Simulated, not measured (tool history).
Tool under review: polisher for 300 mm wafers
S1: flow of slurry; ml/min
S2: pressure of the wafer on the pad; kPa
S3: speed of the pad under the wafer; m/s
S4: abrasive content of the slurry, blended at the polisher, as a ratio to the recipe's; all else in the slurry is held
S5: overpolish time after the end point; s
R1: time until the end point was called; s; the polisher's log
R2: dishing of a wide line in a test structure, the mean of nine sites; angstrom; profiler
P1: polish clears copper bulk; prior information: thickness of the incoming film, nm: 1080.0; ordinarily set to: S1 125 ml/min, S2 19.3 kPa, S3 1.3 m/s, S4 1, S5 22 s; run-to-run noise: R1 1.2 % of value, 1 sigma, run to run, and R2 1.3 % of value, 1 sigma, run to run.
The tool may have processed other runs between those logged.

{"run": 1, "hour": 8.1, "S1": 125, "S2": 19.3, "S3": 1.3, "S4": 1, "S5": 22, "R1": 87.708, "R2": 1065.3}
{"run": 2, "hour": 12.5, "S1": 125, "S2": 19.3, "S3": 1.3, "S4": 1, "S5": 22, "R1": 88.653, "R2": 1069.3}
{"run": 3, "hour": 17.1, "S1": 125, "S2": 19.3, "S3": 1.3, "S4": 1, "S5": 22, "R1": 89.362, "R2": 1079.2}
{"run": 4, "hour": 20.6, "S1": 125, "S2": 19.3, "S3": 1.3, "S4": 1, "S5": 12, "R1": 88.113, "R2": 784.9}
{"hour": 22.4, "done": "head pressure recalibrated"}
{"hour": 24.2, "done": "slurry blender recalibrated"}
{"run": 5, "hour": 26.0, "S1": 160, "S2": 19.3, "S3": 1.3, "S4": 1, "S5": 22, "R1": 84.543, "R2": 1089.9}
{"run": 6, "hour": 30.4, "S1": 75, "S2": 19.3, "S3": 1.78, "S4": 1, "S5": 22, "R1": 74.335, "R2": 1150.6}
{"run": 7, "hour": 36.5, "S1": 125, "S2": 11.7, "S3": 1.3, "S4": 1, "S5": 22, "R1": 143.58, "R2": 755.69}
{"run": 8, "hour": 42.6, "S1": 125, "S2": 19.3, "S3": 1.3, "S4": 1.45, "S5": 22, "R1": 79.478, "R2": 1124.2}
{"hour": 46.7, "done": "slurry nozzle cleaned"}
{"run": 9, "hour": 50.6, "S1": 125, "S2": 19.3, "S3": 1.94, "S4": 1, "S5": 22, "R1": 59.888, "R2": 1215.8}
{"hour": 51.7, "done": "worn pad replaced by a new one"}
{"run": 10, "hour": 57.6, "S1": 75, "S2": 19.3, "S3": 1.3, "S4": 1, "S5": 22, "R1": 101.42, "R2": 1022.2}
{"run": 11, "hour": 65.4, "S1": 125, "S2": 19.3, "S3": 1.3, "S4": 0.6, "S5": 22, "R1": 97.627, "R2": 1027.5}
{"run": 12, "hour": 71.7, "S1": 125, "S2": 19.3, "S3": 1.3, "S4": 1, "S5": 22, "R1": 88.2, "R2": 1052.9}
{"run": 13, "hour": 78.1, "S1": 125, "S2": 19.3, "S3": 0.96, "S4": 1, "S5": 22, "R1": 118.85, "R2": 926.99}
{"run": 14, "hour": 84.8, "S1": 125, "S2": 28.3, "S3": 1.3, "S4": 1, "S5": 22, "R1": 60.417, "R2": 1288.4}
{"run": 15, "hour": 92.7, "S1": 125, "S2": 19.3, "S3": 1.3, "S4": 1, "S5": 22, "R1": 89.705, "R2": 1080.8}
{"run": 16, "hour": 100.4, "S1": 125, "S2": 19.3, "S3": 1.3, "S4": 1, "S5": 32, "R1": 88.653, "R2": 1219.4}
{"run": 17, "hour": 106.2, "S1": 125, "S2": 19.3, "S3": 1.3, "S4": 1, "S5": 22, "R1": 89.115, "R2": 1068.5}
{"run": 18, "hour": 109.7, "S1": 125, "S2": 19.3, "S3": 1.3, "S4": 1, "S5": 22, "R1": 88.324, "R2": 1082.3}
{"run": 19, "hour": 117.7, "S1": 125, "S2": 19.3, "S3": 1.3, "S4": 1, "S5": 22, "R1": 91.985, "R2": 1052.8}
{"run": 20, "hour": 121.6, "S1": 125, "S2": 19.3, "S3": 1.3, "S4": 1, "S5": 22, "R1": 91.796, "R2": 1045.6}
{"run": 21, "hour": 129.4, "S1": 125, "S2": 19.3, "S3": 1.3, "S4": 1, "S5": 22, "R1": 92.139, "R2": 1067.1}
{"hour": 136.1, "done": "worn pad replaced by a new one"}
{"run": 22, "hour": 136.3, "S1": 125, "S2": 19.3, "S3": 1.3, "S4": 1, "S5": 22, "R1": 95.59, "R2": 1035}
{"run": 23, "hour": 141.7, "S1": 125, "S2": 19.3, "S3": 1.3, "S4": 1, "S5": 22, "R1": 95.284, "R2": 1068.4}
{"run": 24, "hour": 147.1, "S1": 125, "S2": 19.3, "S3": 1.3, "S4": 1, "S5": 22, "R1": 94.943, "R2": 1026.2}
{"hour": 151.9, "done": "head pressure recalibrated"}
{"run": 25, "hour": 153.5, "S1": 125, "S2": 19.3, "S3": 1.3, "S4": 1, "S5": 22, "R1": 93.713, "R2": 1025.4}
{"run": 26, "hour": 159.0, "S1": 125, "S2": 19.3, "S3": 1.3, "S4": 1, "S5": 22, "R1": 96.782, "R2": 1049.7}
{"run": 27, "hour": 164.9, "S1": 125, "S2": 19.3, "S3": 1.3, "S4": 1, "S5": 22, "R1": 95.238, "R2": 1027.3}
{"run": 28, "hour": 172.9, "S1": 125, "S2": 19.3, "S3": 1.3, "S4": 1, "S5": 22, "R1": 96.077, "R2": 1049.1}

What P1 gives has crept off from where it sat before. The 2 causes that follow fit the log equally well, each at the size noted:
A: abrasive missing from the slurry, % = 33
B: slurry flow missing at the pad, % = 29.4
At approximately hour 109.7, the process output began to creep.
Ruled out, with reasons:
removal rate lost through wear of the pad, %: serviced at hour 136.1, after the drift had started, without restoring the earlier output
head's pressure below its setpoint, %: serviced at hour 151.9, after the drift had started, without restoring the earlier output

The 4 check runs listed below each average the results of 5 wafers, and their outcomes are marked with question marks. Under which run would the listed causes produce clearly different results?
{"run": "check 1", "hour": 180.9, "S1": 125, "S2": 12.4, "S3": 1.3, "S4": 0.65, "S5": 22, "R1": "?", "R2": "?"}
{"run": "check 2", "hour": 180.9, "S1": 125, "S2": 19.3, "S3": 1.58, "S4": 1, "S5": 29, "R1": "?", "R2": "?"}
{"run": "check 3", "hour": 180.9, "S1": 75, "S2": 19.3, "S3": 1.3, "S4": 1, "S5": 22, "R1": "?", "R2": "?"}
{"run": "check 4", "hour": 180.9, "S1": 125, "S2": 19.3, "S3": 1.3, "S4": 1.35, "S5": 22, "R1": "?", "R2": "?"}

Predicted outcomes, by check and by cause:
check=check_1 result=R1 if_A=163.13 if_B=163.84
check=check_1 result=R2 if_A=727.84 if_B=726.02
check=check_2 result=R1 if_A=79.227 if_B=79.21
check=check_2 result=R2 if_A=1215 if_B=1215
check=check_3 result=R1 if_A=109.89 if_B=114.97
check=check_3 result=R2 if_A=970.69 if_B=948.98
check=check_4 result=R1 if_A=90.469 if_B=90.172
check=check_4 result=R2 if_A=1060.5 if_B=1062
Per check, the gap between the least separated pair of causes, taken in the result that splits them most: check 1 0.43 %; check 2 0.02 %; check 3 4.51 %; check 4 0.33 %
The causes can be told apart only by check 3. The other checks would give nearly the same results under each of them.

Then check 3 was run and gave: R1 115.97 s; R2 954.17 angstrom. Which cause is it?

B is the cause: slurry flow missing at the pad, %.
